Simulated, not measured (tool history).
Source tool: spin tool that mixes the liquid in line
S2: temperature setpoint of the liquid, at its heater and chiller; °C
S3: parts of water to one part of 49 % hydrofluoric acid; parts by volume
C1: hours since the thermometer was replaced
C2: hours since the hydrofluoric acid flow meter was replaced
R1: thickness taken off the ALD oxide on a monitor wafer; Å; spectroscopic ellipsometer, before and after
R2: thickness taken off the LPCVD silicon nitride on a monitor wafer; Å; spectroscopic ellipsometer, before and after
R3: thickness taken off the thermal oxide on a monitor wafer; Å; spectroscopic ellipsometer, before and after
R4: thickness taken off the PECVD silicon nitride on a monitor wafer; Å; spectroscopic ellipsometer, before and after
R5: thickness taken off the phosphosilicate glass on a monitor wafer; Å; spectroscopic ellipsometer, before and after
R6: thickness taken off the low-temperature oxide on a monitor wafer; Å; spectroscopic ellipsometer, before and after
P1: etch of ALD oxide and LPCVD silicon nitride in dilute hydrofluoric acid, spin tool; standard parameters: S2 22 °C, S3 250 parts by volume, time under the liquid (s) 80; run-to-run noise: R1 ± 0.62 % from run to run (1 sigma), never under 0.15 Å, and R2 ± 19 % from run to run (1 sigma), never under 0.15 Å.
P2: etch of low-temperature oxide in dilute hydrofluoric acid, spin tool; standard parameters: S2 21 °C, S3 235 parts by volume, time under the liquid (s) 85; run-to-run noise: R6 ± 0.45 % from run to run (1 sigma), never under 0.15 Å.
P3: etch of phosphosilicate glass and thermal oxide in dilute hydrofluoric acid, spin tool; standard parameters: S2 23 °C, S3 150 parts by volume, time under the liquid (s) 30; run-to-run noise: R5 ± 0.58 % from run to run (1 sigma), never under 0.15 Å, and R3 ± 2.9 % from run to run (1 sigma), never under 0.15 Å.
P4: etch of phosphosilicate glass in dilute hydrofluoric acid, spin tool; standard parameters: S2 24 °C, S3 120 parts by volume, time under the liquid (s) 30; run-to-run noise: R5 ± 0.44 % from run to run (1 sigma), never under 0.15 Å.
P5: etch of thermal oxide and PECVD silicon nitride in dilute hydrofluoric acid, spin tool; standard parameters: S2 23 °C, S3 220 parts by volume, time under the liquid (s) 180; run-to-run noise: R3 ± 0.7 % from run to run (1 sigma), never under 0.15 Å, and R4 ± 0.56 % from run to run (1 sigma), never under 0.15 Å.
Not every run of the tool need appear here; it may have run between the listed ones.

run 1 hour=10.9 | process_that_ran=P1 S2=22 S3=250 time_under_the_liquid_(s)=80 | C1=1288.6 C2=662.5 | R1=52.325 R2=1.3887
run 2 hour=18.5 | process_that_ran=P5 S2=23 S3=50 time_under_the_liquid_(s)=180 | C1=1296.2 C2=670.1 | R3=180.28 R4=188.24
run 3 hour=29.4 | process_that_ran=P1 S2=22 S3=250 time_under_the_liquid_(s)=15 | C1=1307.1 C2=681 | R1=9.7109 R2=0.38044
run 4 hour=38.4 | process_that_ran=P1 S2=22 S3=250 time_under_the_liquid_(s)=155 | C1=1316.1 C2=690 | R1=102.26 R2=2.7408
run 5 hour=50.1 | process_that_ran=P4 S2=24 S3=120 time_under_the_liquid_(s)=30 | C1=1327.8 C2=701.7 | R5=470.38
run 6 hour=55.8 | process_that_ran=P2 S2=21 S3=235 time_under_the_liquid_(s)=85 | C1=1333.5 C2=707.4 | R6=46.803
run 7 hour=63.6 | process_that_ran=P4 S2=24 S3=215 time_under_the_liquid_(s)=30 | C1=1341.3 C2=715.2 | R5=235.38
run 8 hour=70.1 | process_that_ran=P3 S2=23 S3=150 time_under_the_liquid_(s)=30 | C1=1347.8 C2=721.7 | R3=8.726 R5=244.99
run 9 hour=78.7 | process_that_ran=P2 S2=21 S3=235 time_under_the_liquid_(s)=85 | C1=1356.4 C2=730.3 | R6=46.832
run 10 hour=88.1 | process_that_ran=P1 S2=18 S3=155 time_under_the_liquid_(s)=80 | C1=1365.8 C2=739.7 | R1=78.805 R2=1.5338
run 11 hour=94.7 | process_that_ran=P1 S2=22 S3=250 time_under_the_liquid_(s)=80 | C1=1372.4 C2=746.3 | R1=52.072 R2=1.6904
run 12 hour=102.6 | process_that_ran=P3 S2=23 S3=75 time_under_the_liquid_(s)=30 | C1=1380.3 C2=754.2 | R3=18.894 R5=534.97
run 13 hour=113.1 | process_that_ran=P5 S2=23 S3=220 time_under_the_liquid_(s)=180 | C1=1390.8 C2=764.7 | R3=33.539 R4=43.469
run 14 hour=121.4 | process_that_ran=P1 S2=22 S3=390 time_under_the_liquid_(s)=80 | C1=1399.1 C2=773 | R1=29.291 R2=0.78376
run 15 hour=129.3 | process_that_ran=P1 S2=22 S3=250 time_under_the_liquid_(s)=80 | C1=1407 C2=780.9 | R1=52.425 R2=1.4494
run 16 hour=140.8 | process_that_ran=P1 S2=22 S3=110 time_under_the_liquid_(s)=130 | C1=1418.5 C2=792.4 | R1=224.04 R2=7.5211
run 17 hour=147.2 | process_that_ran=P3 S2=26.5 S3=150 time_under_the_liquid_(s)=30 | C1=1424.9 C2=798.8 | R3=9.7742 R5=280.89
run 18 hour=157.7 | process_that_ran=P1 S2=22 S3=250 time_under_the_liquid_(s)=80 | C1=1435.4 C2=809.3 | R1=52.873 R2=1.4891
run 19 hour=166.7 | process_that_ran=P3 S2=23 S3=150 time_under_the_liquid_(s)=30 | C1=1444.4 C2=818.3 | R3=8.5243 R5=243.48
run 20 hour=172 | process_that_ran=P1 S2=22 S3=250 time_under_the_liquid_(s)=80 | C1=1449.7 C2=823.6 | R1=52.929 R2=1.5566
run 21 hour=183.4 | process_that_ran=P4 S2=24 S3=120 time_under_the_liquid_(s)=15 | C1=1461.1 C2=835 | R5=235.02
run 22 hour=191.4 | process_that_ran=P2 S2=21 S3=405 time_under_the_liquid_(s)=85 | C1=1469.1 C2=843 | R6=23.174
run 23 hour=199 | process_that_ran=P2 S2=21 S3=235 time_under_the_liquid_(s)=155 | C1=1476.7 C2=850.6 | R6=84.577
run 24 hour=204.9 | process_that_ran=P1 S2=27 S3=250 time_under_the_liquid_(s)=80 | C1=1482.6 C2=856.5 | R1=62.163 R2=1.6482
run 25 hour=213.3 | process_that_ran=P1 S2=22 S3=250 time_under_the_liquid_(s)=80 | C1=1491 C2=864.9 | R1=52.827 R2=1.5937
run 26 hour=223.9 | process_that_ran=P4 S2=29.5 S3=120 time_under_the_liquid_(s)=30 | C1=1501.6 C2=875.5 | R5=579.42
run 27 hour=231.8 | process_that_ran=P5 S2=27 S3=220 time_under_the_liquid_(s)=180 | C1=1509.5 C2=883.4 | R3=38.563 R4=56.621
run 28 hour=241.8 | process_that_ran=P5 S2=23 S3=220 time_under_the_liquid_(s)=50 | C1=1519.5 C2=893.4 | R3=9.2612 R4=12.051
run 29 hour=252 | process_that_ran=P1 S2=17.5 S3=250 time_under_the_liquid_(s)=80 | C1=1529.7 C2=903.6 | R1=44.073 R2=1.1164
run 30 hour=258.5 | process_that_ran=P1 S2=22 S3=150 time_under_the_liquid_(s)=80 | C1=1536.2 C2=910.1 | R1=96.612 R2=2.4441
run 31 hour=266.7 | process_that_ran=P1 S2=22 S3=250 time_under_the_liquid_(s)=80 | C1=1544.4 C2=918.3 | R1=51.996 R2=1.8603
run 32 hour=277.6 | process_that_ran=P2 S2=17 S3=235 time_under_the_liquid_(s)=85 | C1=1555.3 C2=929.2 | R6=39.801
run 33 hour=283.1 | process_that_ran=P3 S2=23 S3=150 time_under_the_liquid_(s)=15 | C1=1560.8 C2=934.7 | R3=4.5474 R5=121.64
run 34 hour=295.4 | process_that_ran=P1 S2=22 S3=250 time_under_the_liquid_(s)=80 | C1=1573.1 C2=947 | R1=52.303 R2=1.4594
run 35 hour=302.9 | process_that_ran=P1 S2=22 S3=250 time_under_the_liquid_(s)=80 | C1=1580.6 C2=954.5 | R1=53.519 R2=1.4486
run 36 hour=310.3 | process_that_ran=P1 S2=22 S3=250 time_under_the_liquid_(s)=80 | C1=1588 C2=961.9 | R1=54.329 R2=2.1995
run 37 hour=317.1 | process_that_ran=P1 S2=22 S3=250 time_under_the_liquid_(s)=80 | C1=1594.8 C2=968.7 | R1=55.042 R2=1.1503
run 38 hour=326 | process_that_ran=P1 S2=22 S3=250 time_under_the_liquid_(s)=80 | C1=1603.7 C2=977.6 | R1=54.852 R2=1.71
run 39 hour=335.4 | process_that_ran=P1 S2=22 S3=250 time_under_the_liquid_(s)=80 | C1=1613.1 C2=987 | R1=55.385 R2=1.5455
run 40 hour=346.5 | process_that_ran=P1 S2=22 S3=250 time_under_the_liquid_(s)=80 | C1=1624.2 C2=998.1 | R1=55.626 R2=1.4626
run 41 hour=353.3 | process_that_ran=P1 S2=22 S3=250 time_under_the_liquid_(s)=80 | C1=1631 C2=1004.9 | R1=55.849 R2=1.5844
run 42 hour=362.6 | process_that_ran=P1 S2=22 S3=250 time_under_the_liquid_(s)=80 | C1=1640.3 C2=1014.2 | R1=54.97 R2=1.5898

Compared with where it was, what P1 gives has crept away. Each cause listed below fits the log as well as the rest, at the size given for it:
A: hydrofluoric acid flow above the setpoint (%) = 4.54
B: liquid hotter than its thermometer reads (K) = 1.52
The drift started at roughly hour 295.4.

Which of the 4 check runs listed below separates the causes, so that each cause would produce a clearly different result? Each run uses one wafer, and its results are marked with question marks.
run check 1 hour=371.9 | process_that_ran=P5 S2=23 S3=220 time_under_the_liquid_(s)=180 | R3=? R4=?
run check 2 hour=371.9 | process_that_ran=P4 S2=24 S3=120 time_under_the_liquid_(s)=30 | R5=?
run check 3 hour=371.9 | process_that_ran=P2 S2=21 S3=235 time_under_the_liquid_(s)=85 | R6=?
run check 4 hour=371.9 | process_that_ran=P3 S2=23 S3=150 time_under_the_liquid_(s)=30 | R3=? R5=?

How each check would come out, cause by cause:
check=check_1 result=R3 if_A=35.218 if_B=35.265
check=check_1 result=R4 if_A=45.7 if_B=48.135
check=check_2 result=R5 if_A=493.38 if_B=497.5
check=check_3 result=R6 if_A=49.104 if_B=49.203
check=check_4 result=R3 if_A=8.9432 if_B=9.0022
check=check_4 result=R5 if_A=256.7 if_B=258.4
Distance between the nearest two causes, measured in the result of the check that separates them most: check 1 5.19 %; check 2 0.83 %; check 3 0.2 %; check 4 0.66 %
Only in check 1 would the causes give clearly different results; in the remaining checks their results would be nearly the same.

Here is what check 1 returned: R3 35.26 Å; R4 48.495 Å. Which cause is it?

B is the cause: liquid hotter than its thermometer reads (K).
